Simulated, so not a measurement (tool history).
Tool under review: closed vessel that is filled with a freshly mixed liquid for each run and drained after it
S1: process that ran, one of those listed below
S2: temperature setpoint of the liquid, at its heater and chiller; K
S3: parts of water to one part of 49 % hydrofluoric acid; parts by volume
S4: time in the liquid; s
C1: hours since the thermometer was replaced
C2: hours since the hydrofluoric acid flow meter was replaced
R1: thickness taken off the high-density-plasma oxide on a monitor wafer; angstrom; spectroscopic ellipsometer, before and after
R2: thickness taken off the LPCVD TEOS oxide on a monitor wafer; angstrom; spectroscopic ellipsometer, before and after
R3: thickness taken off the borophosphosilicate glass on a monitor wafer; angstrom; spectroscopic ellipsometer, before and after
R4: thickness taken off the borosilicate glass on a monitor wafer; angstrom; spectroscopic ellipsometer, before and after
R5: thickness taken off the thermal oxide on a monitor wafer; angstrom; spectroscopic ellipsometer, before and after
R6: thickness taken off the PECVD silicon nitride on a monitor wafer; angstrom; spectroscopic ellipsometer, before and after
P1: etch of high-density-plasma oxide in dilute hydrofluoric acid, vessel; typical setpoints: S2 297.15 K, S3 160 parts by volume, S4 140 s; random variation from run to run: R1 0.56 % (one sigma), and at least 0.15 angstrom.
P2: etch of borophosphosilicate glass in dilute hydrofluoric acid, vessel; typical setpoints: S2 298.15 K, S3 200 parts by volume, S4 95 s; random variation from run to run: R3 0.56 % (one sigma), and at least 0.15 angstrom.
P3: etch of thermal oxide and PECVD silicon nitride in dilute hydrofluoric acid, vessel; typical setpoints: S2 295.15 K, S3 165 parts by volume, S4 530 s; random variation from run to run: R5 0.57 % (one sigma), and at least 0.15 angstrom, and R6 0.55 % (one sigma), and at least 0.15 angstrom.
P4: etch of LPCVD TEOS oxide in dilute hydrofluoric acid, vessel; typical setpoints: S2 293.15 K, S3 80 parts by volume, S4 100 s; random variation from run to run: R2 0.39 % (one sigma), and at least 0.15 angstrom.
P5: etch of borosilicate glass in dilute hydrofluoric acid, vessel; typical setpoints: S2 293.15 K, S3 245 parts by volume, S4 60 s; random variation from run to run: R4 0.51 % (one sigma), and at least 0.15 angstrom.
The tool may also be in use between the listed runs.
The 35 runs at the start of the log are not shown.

run   hour  S1      S2   S3   S4     C1      C2      R1  R2  R3  R4  R5  R6
 36  398.3  P1  297.15  160  140  718.3  1277.3  52.435
 37  412.5  P1  297.15  160  140  732.5  1291.5  53.172
 38  424.2  P1  297.15  160  140  744.2  1303.2  54.446
 39  432.1  P1  297.15  160  140  752.1  1311.1  54.358
 40  447.2  P1  297.15  160  140  767.2  1326.2  54.277
 41  458.9  P1  297.15  160  140  778.9  1337.9  55.389
 42  473.4  P1  297.15  160  140  793.4  1352.4  55.249
 43  483.6  P1  297.15  160  140  803.6  1362.6  55.314

The next listed run, before its measurement:
 44  494.5  P1  297.15  160  140  814.5  1373.5   ?

Logged for run 44: R1 55.351 angstrom.
